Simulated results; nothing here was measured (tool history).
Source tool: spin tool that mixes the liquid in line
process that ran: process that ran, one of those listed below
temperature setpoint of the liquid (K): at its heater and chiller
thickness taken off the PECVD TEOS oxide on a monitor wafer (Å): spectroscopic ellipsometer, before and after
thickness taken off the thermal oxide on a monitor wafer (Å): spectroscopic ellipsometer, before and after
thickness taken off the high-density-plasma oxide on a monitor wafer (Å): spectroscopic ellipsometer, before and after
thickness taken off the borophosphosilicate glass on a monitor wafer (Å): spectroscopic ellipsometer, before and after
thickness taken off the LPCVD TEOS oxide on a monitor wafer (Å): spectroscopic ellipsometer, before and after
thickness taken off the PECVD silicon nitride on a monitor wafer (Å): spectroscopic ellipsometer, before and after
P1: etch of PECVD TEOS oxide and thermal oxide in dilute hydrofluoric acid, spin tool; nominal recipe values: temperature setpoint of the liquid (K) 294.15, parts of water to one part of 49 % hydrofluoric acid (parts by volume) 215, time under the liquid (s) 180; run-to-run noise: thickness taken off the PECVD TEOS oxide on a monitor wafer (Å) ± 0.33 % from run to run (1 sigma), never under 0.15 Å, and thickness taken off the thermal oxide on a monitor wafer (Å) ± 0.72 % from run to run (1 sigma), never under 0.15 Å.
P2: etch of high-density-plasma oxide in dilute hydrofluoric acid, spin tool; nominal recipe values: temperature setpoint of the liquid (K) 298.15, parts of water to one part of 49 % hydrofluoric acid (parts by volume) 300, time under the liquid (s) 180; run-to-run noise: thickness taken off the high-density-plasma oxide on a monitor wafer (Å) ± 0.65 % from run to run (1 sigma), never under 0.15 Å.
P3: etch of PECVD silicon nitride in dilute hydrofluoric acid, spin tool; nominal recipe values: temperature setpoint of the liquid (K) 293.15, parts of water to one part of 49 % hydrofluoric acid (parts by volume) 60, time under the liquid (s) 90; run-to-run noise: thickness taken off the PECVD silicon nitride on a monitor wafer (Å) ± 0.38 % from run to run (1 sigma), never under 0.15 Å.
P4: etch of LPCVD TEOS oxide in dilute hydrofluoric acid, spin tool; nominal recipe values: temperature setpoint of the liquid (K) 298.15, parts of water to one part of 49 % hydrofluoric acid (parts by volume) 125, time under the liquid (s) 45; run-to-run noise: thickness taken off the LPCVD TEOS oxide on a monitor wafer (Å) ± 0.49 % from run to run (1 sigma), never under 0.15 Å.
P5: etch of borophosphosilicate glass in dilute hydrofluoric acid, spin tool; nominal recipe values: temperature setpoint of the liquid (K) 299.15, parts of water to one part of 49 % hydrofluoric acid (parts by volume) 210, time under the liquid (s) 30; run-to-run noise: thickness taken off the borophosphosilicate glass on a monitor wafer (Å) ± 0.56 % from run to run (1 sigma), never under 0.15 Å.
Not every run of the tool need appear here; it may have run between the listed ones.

run,hour,process that ran,temperature setpoint of the liquid (K),parts of water to one part of 49 % hydrofluoric acid (parts by volume),time under the liquid (s),thickness taken off the PECVD TEOS oxide on a monitor wafer (Å),thickness taken off the thermal oxide on a monitor wafer (Å),thickness taken off the high-density-plasma oxide on a monitor wafer (Å),thickness taken off the borophosphosilicate glass on a monitor wafer (Å),thickness taken off the LPCVD TEOS oxide on a monitor wafer (Å),thickness taken off the PECVD silicon nitride on a monitor wafer (Å)
1,10.6,P1,294.15,215,180,185.310,32.2950,,,,
2,19.6,P2,298.15,300,15,,,2.3587,,,
3,27.6,P1,294.15,215,40,41.341,7.3070,,,,
4,35.7,P5,299.15,130,30,,,,100.850,,
5,42.2,P4,298.15,125,45,,,,,91.458,
6,51.5,P3,293.15,60,90,,,,,,56.4710
7,61.8,P1,294.15,215,180,187.140,32.2330,,,,
8,72.2,P2,298.15,300,180,,,30.6120,,,
9,81.8,P4,298.15,125,85,,,,,171.950,
10,94.0,P4,298.15,125,45,,,,,92.133,
11,105.3,P5,294.65,210,30,,,,48.203,,
12,113.5,P1,290.15,215,180,158.620,27.6480,,,,
13,125.4,P3,293.15,60,90,,,,,,56.0880
14,133.2,P1,294.15,215,180,185.800,32.2730,,,,
15,142.7,P5,299.15,210,15,,,,28.340,,
# hour 144.4: thermometer replaced
16,150.9,P1,294.15,55,180,862.290,150.1300,,,,
17,159.1,P4,290.65,125,45,,,,,67.955,
18,171.6,P3,293.15,30,90,,,,,,109.1500
19,180.4,P1,294.15,360,180,97.132,17.0120,,,,
20,188.8,P4,298.15,210,45,,,,,49.440,
21,197.9,P1,294.15,215,180,185.020,32.0630,,,,
22,208.1,P3,290.15,60,90,,,,,,45.1880
23,215.9,P1,290.15,215,305,270.090,46.8490,,,,
24,227.9,P3,293.15,60,15,,,,,,9.2651
25,237.5,P5,299.15,210,30,,,,57.725,,
26,243.2,P1,300.65,215,180,233.730,40.7240,,,,
27,250.1,P1,294.15,215,265,273.590,46.9480,,,,
28,258.2,P1,302.15,80,180,794.760,138.6200,,,,
29,268.9,P2,298.15,50,180,,,248.4500,,,
30,276.2,P1,294.15,390,70,34.236,5.8251,,,,
31,288.7,P1,294.15,215,180,184.450,31.5110,,,,
32,299.1,P2,298.15,300,180,,,30.3290,,,
33,305.4,P2,290.65,300,180,,,23.3540,,,
34,311.9,P1,294.15,215,180,185.760,32.4520,,,,
35,323.2,P1,294.15,215,180,190.710,32.9150,,,,
36,333.1,P1,294.15,215,180,192.560,33.0240,,,,
37,343.2,P1,294.15,215,180,194.710,33.7410,,,,
38,351.0,P1,294.15,215,180,195.130,33.1300,,,,
39,358.3,P1,294.15,215,180,196.500,33.9180,,,,
40,368.0,P1,294.15,215,180,195.780,33.7930,,,,
41,375.9,P1,294.15,215,180,194.640,33.7240,,,,

What P1 gives has crept off from where it sat before. The 2 causes that follow fit the log equally well, each at the size noted:
A: liquid hotter than its thermometer reads (K) = 1.4
B: hydrofluoric acid flow above the setpoint (%) = 4.44
At approximately hour 311.9, the process output began to creep.

The 4 check runs listed below each average the results of 5 wafers, and their outcomes are marked with question marks. Under which run would the listed causes produce clearly different results?
check 1,383.8,P2,298.15,155,35,,,?,,,
check 2,383.8,P4,290.65,200,45,,,,,?,
check 3,383.8,P3,293.15,60,15,,,,,,?
check 4,383.8,P5,295.65,210,15,,,,?,,

If the cause were each of the candidates in turn, the checks would give the following:
check,result,if A,if B
check 1,thickness taken off the high-density-plasma oxide on a monitor wafer (Å),14.1730,14.1550
check 2,thickness taken off the LPCVD TEOS oxide on a monitor wafer (Å),41.755,41.598
check 3,thickness taken off the PECVD silicon nitride on a monitor wafer (Å),10.2670,9.7270
check 4,thickness taken off the borophosphosilicate glass on a monitor wafer (Å),26.569,26.590
Distance between the nearest two causes, measured in the result of the check that separates them most: check 1 0.13 %; check 2 0.38 %; check 3 5.4 %; check 4 0.08 %
The other checks would show nearly matching results whichever cause is true, so check 3 is the only one that separates the causes.

Check 3 was then run and gave: thickness taken off the PECVD silicon nitride on a monitor wafer (Å) 10.3520. Which cause is it?

Of the candidate causes, it is A: liquid hotter than its thermometer reads (K).
